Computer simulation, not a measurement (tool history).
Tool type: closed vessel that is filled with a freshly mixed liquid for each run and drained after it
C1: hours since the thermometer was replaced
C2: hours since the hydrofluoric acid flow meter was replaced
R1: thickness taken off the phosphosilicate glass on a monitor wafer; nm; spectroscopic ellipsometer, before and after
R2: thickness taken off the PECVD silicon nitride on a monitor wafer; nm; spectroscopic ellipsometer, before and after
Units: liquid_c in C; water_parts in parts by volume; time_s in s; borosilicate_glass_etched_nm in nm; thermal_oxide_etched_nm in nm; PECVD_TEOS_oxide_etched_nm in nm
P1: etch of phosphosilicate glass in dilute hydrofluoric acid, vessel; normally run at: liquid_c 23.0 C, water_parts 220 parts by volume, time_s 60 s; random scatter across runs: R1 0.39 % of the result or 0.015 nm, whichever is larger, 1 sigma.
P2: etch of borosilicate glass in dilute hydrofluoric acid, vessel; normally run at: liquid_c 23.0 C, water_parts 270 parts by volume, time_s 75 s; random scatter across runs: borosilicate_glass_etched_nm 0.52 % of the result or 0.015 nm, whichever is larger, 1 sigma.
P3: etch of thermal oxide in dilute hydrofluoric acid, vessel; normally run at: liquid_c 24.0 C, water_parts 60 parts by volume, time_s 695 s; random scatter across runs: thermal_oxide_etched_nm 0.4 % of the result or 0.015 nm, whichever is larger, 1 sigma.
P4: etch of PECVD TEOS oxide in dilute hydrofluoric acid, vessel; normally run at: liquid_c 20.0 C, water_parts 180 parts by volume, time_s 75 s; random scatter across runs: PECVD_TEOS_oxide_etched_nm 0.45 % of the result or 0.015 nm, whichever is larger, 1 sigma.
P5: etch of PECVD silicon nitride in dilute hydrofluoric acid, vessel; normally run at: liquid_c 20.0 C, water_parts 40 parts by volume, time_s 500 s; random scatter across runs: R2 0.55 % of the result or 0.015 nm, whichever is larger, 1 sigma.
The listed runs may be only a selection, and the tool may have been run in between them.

run 1 hour=8.2 | process=P1 liquid_c=23.0 water_parts=220 time_s=60 | C1=255.6 C2=1457.0 | R1=42.291
run 2 hour=22.8 | process=P1 liquid_c=23.0 water_parts=355 time_s=60 | C1=270.2 C2=1471.6 | R1=23.338
run 3 hour=37.7 | process=P1 liquid_c=23.0 water_parts=75 time_s=60 | C1=285.1 C2=1486.5 | R1=146.750
run 4 hour=51.3 | process=P1 liquid_c=23.0 water_parts=220 time_s=60 | C1=298.7 C2=1500.1 | R1=42.979
run 5 hour=61.6 | process=P5 liquid_c=28.5 water_parts=40 time_s=500 | C1=309.0 C2=1510.4 | R2=91.455
run 6 hour=72.6 | process=P2 liquid_c=23.0 water_parts=270 time_s=75 | C1=320.0 C2=1521.4 | borosilicate_glass_etched_nm=5.3133
run 7 hour=87.9 | process=P5 liquid_c=20.0 water_parts=40 time_s=500 | C1=335.3 C2=1536.7 | R2=51.505
run 8 hour=103.8 | process=P3 liquid_c=24.0 water_parts=60 time_s=205 | C1=351.2 C2=1552.6 | thermal_oxide_etched_nm=17.618
run 9 hour=111.2 | process=P1 liquid_c=17.5 water_parts=220 time_s=95 | C1=358.6 C2=1560.0 | R1=54.913
run 10 hour=127.7 | process=P3 liquid_c=24.0 water_parts=60 time_s=695 | C1=375.1 C2=1576.5 | thermal_oxide_etched_nm=59.508
run 11 hour=139.7 | process=P4 liquid_c=27.0 water_parts=180 time_s=75 | C1=387.1 C2=1588.5 | PECVD_TEOS_oxide_etched_nm=9.5530
run 12 hour=153.5 | process=P1 liquid_c=29.0 water_parts=220 time_s=105 | C1=400.9 C2=1602.3 | R1=92.483
run 13 hour=162.7 | process=P5 liquid_c=20.0 water_parts=40 time_s=500 | C1=410.1 C2=1611.5 | R2=51.686
run 14 hour=175.9 | process=P4 liquid_c=20.0 water_parts=180 time_s=140 | C1=423.3 C2=1624.7 | PECVD_TEOS_oxide_etched_nm=13.8010
run 15 hour=183.8 | process=P1 liquid_c=23.0 water_parts=220 time_s=60 | C1=431.2 C2=1632.6 | R1=42.866
run 16 hour=200.2 | process=P4 liquid_c=20.0 water_parts=35 time_s=75 | C1=447.6 C2=1649.0 | PECVD_TEOS_oxide_etched_nm=44.1410
run 17 hour=216.1 | process=P1 liquid_c=23.0 water_parts=220 time_s=60 | C1=463.5 C2=1664.9 | R1=42.755
run 18 hour=231.9 | process=P1 liquid_c=23.0 water_parts=220 time_s=105 | C1=479.3 C2=1680.7 | R1=74.401
run 19 hour=243.3 | process=P1 liquid_c=23.0 water_parts=95 time_s=30 | C1=490.7 C2=1692.1 | R1=56.734
run 20 hour=255.7 | process=P3 liquid_c=24.0 water_parts=100 time_s=695 | C1=503.1 C2=1704.5 | thermal_oxide_etched_nm=33.840
run 21 hour=267.4 | process=P3 liquid_c=31.5 water_parts=60 time_s=695 | C1=514.8 C2=1716.2 | thermal_oxide_etched_nm=80.396
run 22 hour=277.0 | process=P5 liquid_c=20.0 water_parts=65 time_s=500 | C1=524.4 C2=1725.8 | R2=32.011
run 23 hour=288.5 | process=P3 liquid_c=24.0 water_parts=60 time_s=695 | C1=535.9 C2=1737.3 | thermal_oxide_etched_nm=59.269
run 24 hour=298.6 | process=P2 liquid_c=23.0 water_parts=140 time_s=75 | C1=546.0 C2=1747.4 | borosilicate_glass_etched_nm=11.8360
run 25 hour=308.3 | process=P4 liquid_c=20.0 water_parts=180 time_s=75 | C1=555.7 C2=1757.1 | PECVD_TEOS_oxide_etched_nm=7.4248
run 26 hour=318.6 | process=P1 liquid_c=23.0 water_parts=220 time_s=30 | C1=566.0 C2=1767.4 | R1=21.382
run 27 hour=329.5 | process=P2 liquid_c=23.0 water_parts=270 time_s=125 | C1=576.9 C2=1778.3 | borosilicate_glass_etched_nm=8.8770
run 28 hour=345.0 | process=P1 liquid_c=29.0 water_parts=220 time_s=60 | C1=592.4 C2=1793.8 | R1=52.846
run 29 hour=357.4 | process=P2 liquid_c=30.0 water_parts=270 time_s=75 | C1=604.8 C2=1806.2 | borosilicate_glass_etched_nm=6.7963
run 30 hour=369.0 | process=P1 liquid_c=17.0 water_parts=220 time_s=60 | C1=616.4 C2=1817.8 | R1=33.896
run 31 hour=377.3 | process=P1 liquid_c=23.0 water_parts=220 time_s=60 | C1=624.7 C2=1826.1 | R1=42.767
run 32 hour=390.7 | process=P5 liquid_c=20.0 water_parts=40 time_s=745 | C1=638.1 C2=1839.5 | R2=76.457
run 33 hour=403.8 | process=P1 liquid_c=23.0 water_parts=220 time_s=60 | C1=651.2 C2=1852.6 | R1=42.442
run 34 hour=411.3 | process=P1 liquid_c=23.0 water_parts=220 time_s=60 | C1=658.7 C2=1860.1 | R1=43.364
run 35 hour=426.3 | process=P1 liquid_c=23.0 water_parts=220 time_s=60 | C1=673.7 C2=1875.1 | R1=44.348
run 36 hour=442.6 | process=P1 liquid_c=23.0 water_parts=220 time_s=60 | C1=690.0 C2=1891.4 | R1=45.258
run 37 hour=452.3 | process=P1 liquid_c=23.0 water_parts=220 time_s=60 | C1=699.7 C2=1901.1 | R1=44.651
run 38 hour=467.9 | process=P1 liquid_c=23.0 water_parts=220 time_s=60 | C1=715.3 C2=1916.7 | R1=44.995
run 39 hour=476.9 | process=P1 liquid_c=23.0 water_parts=220 time_s=60 | C1=724.3 C2=1925.7 | R1=45.093

P1 no longer gives what it gave before; its output has crept away from where it was. The following 2 causes, each at its listed size, fit the log equally well:
A: hydrofluoric acid flow above the setpoint (%) = 4.34
B: liquid hotter than its thermometer reads (K) = 1.42
The creep began at about hour 403.8.

Which of the 4 check runs listed below separates the causes, so that each cause would produce a clearly different result? Each run uses one wafer, and its results are marked with question marks.
run check 1 hour=485.9 | process=P4 liquid_c=20.0 water_parts=120 time_s=100 | PECVD_TEOS_oxide_etched_nm=?
run check 2 hour=485.9 | process=P2 liquid_c=29.5 water_parts=270 time_s=105 | borosilicate_glass_etched_nm=?
run check 3 hour=485.9 | process=P5 liquid_c=25.0 water_parts=40 time_s=735 | R2=?
run check 4 hour=485.9 | process=P3 liquid_c=24.0 water_parts=100 time_s=265 | thermal_oxide_etched_nm=?

Check results expected under each cause:
check=check_1 result=PECVD_TEOS_oxide_etched_nm if_A=16.3930 if_B=16.5460
check=check_2 result=borosilicate_glass_etched_nm if_A=9.8507 if_B=9.7661
check=check_3 result=R2 if_A=110.540 if_B=116.640
check=check_4 result=thermal_oxide_etched_nm if_A=13.527 if_B=13.639
Smallest distance between any two causes, each pair judged by its most separating result, in per cent: check 1 0.93 %; check 2 0.86 %; check 3 5.37 %; check 4 0.83 %
Check 3 distinguishes between the causes, while the remaining checks would return nearly the same result for all of them.

With check 3 done, the readings were: R2 109.510 nm. Identify which of the listed causes applies.

The cause is A: hydrofluoric acid flow above the setpoint (%).
